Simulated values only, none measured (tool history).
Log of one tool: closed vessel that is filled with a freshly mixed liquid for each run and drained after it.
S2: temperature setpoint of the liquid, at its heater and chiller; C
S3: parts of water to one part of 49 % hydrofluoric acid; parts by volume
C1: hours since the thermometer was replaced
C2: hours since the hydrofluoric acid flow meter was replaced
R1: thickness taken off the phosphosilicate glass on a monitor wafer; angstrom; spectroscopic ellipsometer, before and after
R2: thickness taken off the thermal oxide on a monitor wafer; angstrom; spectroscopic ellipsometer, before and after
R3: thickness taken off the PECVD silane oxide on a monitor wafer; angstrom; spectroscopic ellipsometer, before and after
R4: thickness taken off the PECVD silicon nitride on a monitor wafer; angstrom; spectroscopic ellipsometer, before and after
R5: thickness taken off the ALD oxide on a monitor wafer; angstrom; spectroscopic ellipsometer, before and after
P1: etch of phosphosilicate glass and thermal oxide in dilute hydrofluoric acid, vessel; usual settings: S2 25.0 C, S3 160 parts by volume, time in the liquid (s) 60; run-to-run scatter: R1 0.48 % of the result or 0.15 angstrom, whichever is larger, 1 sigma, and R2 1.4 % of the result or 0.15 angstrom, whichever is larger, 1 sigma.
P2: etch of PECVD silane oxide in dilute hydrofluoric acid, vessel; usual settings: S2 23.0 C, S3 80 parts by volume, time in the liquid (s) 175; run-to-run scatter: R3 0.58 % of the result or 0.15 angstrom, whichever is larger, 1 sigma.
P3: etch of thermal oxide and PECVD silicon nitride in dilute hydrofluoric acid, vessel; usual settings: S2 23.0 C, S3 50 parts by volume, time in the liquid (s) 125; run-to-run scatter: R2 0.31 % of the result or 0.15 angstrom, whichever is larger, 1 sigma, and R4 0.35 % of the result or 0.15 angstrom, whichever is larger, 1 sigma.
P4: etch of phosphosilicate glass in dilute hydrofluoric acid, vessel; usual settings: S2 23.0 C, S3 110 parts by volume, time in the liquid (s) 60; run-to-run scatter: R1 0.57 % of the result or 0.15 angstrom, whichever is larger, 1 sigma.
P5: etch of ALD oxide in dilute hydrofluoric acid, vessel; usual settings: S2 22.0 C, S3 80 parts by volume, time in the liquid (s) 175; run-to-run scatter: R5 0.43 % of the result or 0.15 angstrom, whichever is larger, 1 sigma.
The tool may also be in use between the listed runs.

run 1 day=0.483 | process_that_ran=P1 S2=25.0 S3=160 time_in_the_liquid_(s)=60 | C1=1036.3 C2=495.4 | R1=319.24 R2=17.8520
run 2 day=0.908 | process_that_ran=P2 S2=23.0 S3=80 time_in_the_liquid_(s)=175 | C1=1046.5 C2=505.6 | R3=423.710
run 3 day=1.254 | process_that_ran=P1 S2=25.0 S3=160 time_in_the_liquid_(s)=60 | C1=1054.8 C2=513.9 | R1=321.05 R2=17.6810
run 4 day=1.533 | process_that_ran=P3 S2=17.5 S3=50 time_in_the_liquid_(s)=125 | C1=1061.5 C2=520.6 | R2=96.9010 R4=71.686
run 5 day=1.958 | process_that_ran=P1 S2=29.0 S3=250 time_in_the_liquid_(s)=60 | C1=1071.7 C2=530.8 | R1=213.37 R2=11.7340
run 6 day=2.388 | process_that_ran=P5 S2=22.0 S3=140 time_in_the_liquid_(s)=175 | C1=1082.0 C2=541.1 | R5=313.27
run 7 day=2.838 | process_that_ran=P2 S2=23.0 S3=130 time_in_the_liquid_(s)=175 | C1=1092.8 C2=551.9 | R3=243.730
run 8 day=3.146 | process_that_ran=P1 S2=25.0 S3=285 time_in_the_liquid_(s)=60 | C1=1100.2 C2=559.3 | R1=157.26 R2=8.4061
run 9 day=3.433 | process_that_ran=P4 S2=23.0 S3=200 time_in_the_liquid_(s)=60 | C1=1107.1 C2=566.2 | R1=199.24
run 10 day=3.733 | process_that_ran=P5 S2=25.5 S3=80 time_in_the_liquid_(s)=175 | C1=1114.3 C2=573.4 | R5=673.81
run 11 day=4.004 | process_that_ran=P1 S2=31.0 S3=160 time_in_the_liquid_(s)=60 | C1=1120.8 C2=579.9 | R1=394.40 R2=21.6340
run 12 day=4.446 | process_that_ran=P2 S2=23.0 S3=80 time_in_the_liquid_(s)=30 | C1=1131.4 C2=590.5 | R3=71.321
run 13 day=4.733 | process_that_ran=P5 S2=22.0 S3=80 time_in_the_liquid_(s)=175 | C1=1138.3 C2=597.4 | R5=585.15
run 14 day=5.054 | process_that_ran=P1 S2=17.0 S3=160 time_in_the_liquid_(s)=60 | C1=1146.0 C2=605.1 | R1=233.67 R2=12.3780
run 15 day=5.579 | process_that_ran=P3 S2=23.0 S3=20 time_in_the_liquid_(s)=125 | C1=1158.6 C2=617.7 | R2=317.8500 R4=253.830
run 16 day=6.033 | process_that_ran=P1 S2=25.0 S3=160 time_in_the_liquid_(s)=90 | C1=1169.5 C2=628.6 | R1=477.92 R2=25.5280
run 17 day=6.275 | process_that_ran=P3 S2=23.0 S3=50 time_in_the_liquid_(s)=30 | C1=1175.3 C2=634.4 | R2=29.7340 R4=25.275
run 18 day=6.662 | process_that_ran=P4 S2=27.5 S3=110 time_in_the_liquid_(s)=60 | C1=1184.6 C2=643.7 | R1=468.24
run 19 day=7.038 | process_that_ran=P4 S2=23.0 S3=110 time_in_the_liquid_(s)=60 | C1=1193.6 C2=652.7 | R1=392.70
run 20 day=7.554 | process_that_ran=P1 S2=25.0 S3=160 time_in_the_liquid_(s)=60 | C1=1206.0 C2=665.1 | R1=319.77 R2=17.5160
run 21 day=7.808 | process_that_ran=P2 S2=30.5 S3=80 time_in_the_liquid_(s)=175 | C1=1212.1 C2=671.2 | R3=552.910
run 22 day=8.121 | process_that_ran=P1 S2=25.0 S3=160 time_in_the_liquid_(s)=30 | C1=1219.6 C2=678.7 | R1=160.85 R2=8.8048
run 23 day=8.442 | process_that_ran=P5 S2=22.0 S3=80 time_in_the_liquid_(s)=175 | C1=1227.3 C2=686.4 | R5=584.66
run 24 day=8.717 | process_that_ran=P1 S2=25.0 S3=50 time_in_the_liquid_(s)=30 | C1=1233.9 C2=693.0 | R1=586.84 R2=32.3650
run 25 day=9.104 | process_that_ran=P1 S2=25.0 S3=160 time_in_the_liquid_(s)=60 | C1=1243.2 C2=702.3 | R1=317.74 R2=17.7970
run 26 day=9.533 | process_that_ran=P1 S2=25.0 S3=30 time_in_the_liquid_(s)=60 | C1=1253.5 C2=712.6 | R1=2009.20 R2=111.1700
run 27 day=9.946 | process_that_ran=P5 S2=22.0 S3=80 time_in_the_liquid_(s)=70 | C1=1263.4 C2=722.5 | R5=234.62

Forecast run 28:
run 28 day=10.221 | process_that_ran=P4 S2=23.0 S3=110 time_in_the_liquid_(s)=120 | C1=1270.0 C2=729.1 | R1=?

{"run 28": {"R1": 795.51}}

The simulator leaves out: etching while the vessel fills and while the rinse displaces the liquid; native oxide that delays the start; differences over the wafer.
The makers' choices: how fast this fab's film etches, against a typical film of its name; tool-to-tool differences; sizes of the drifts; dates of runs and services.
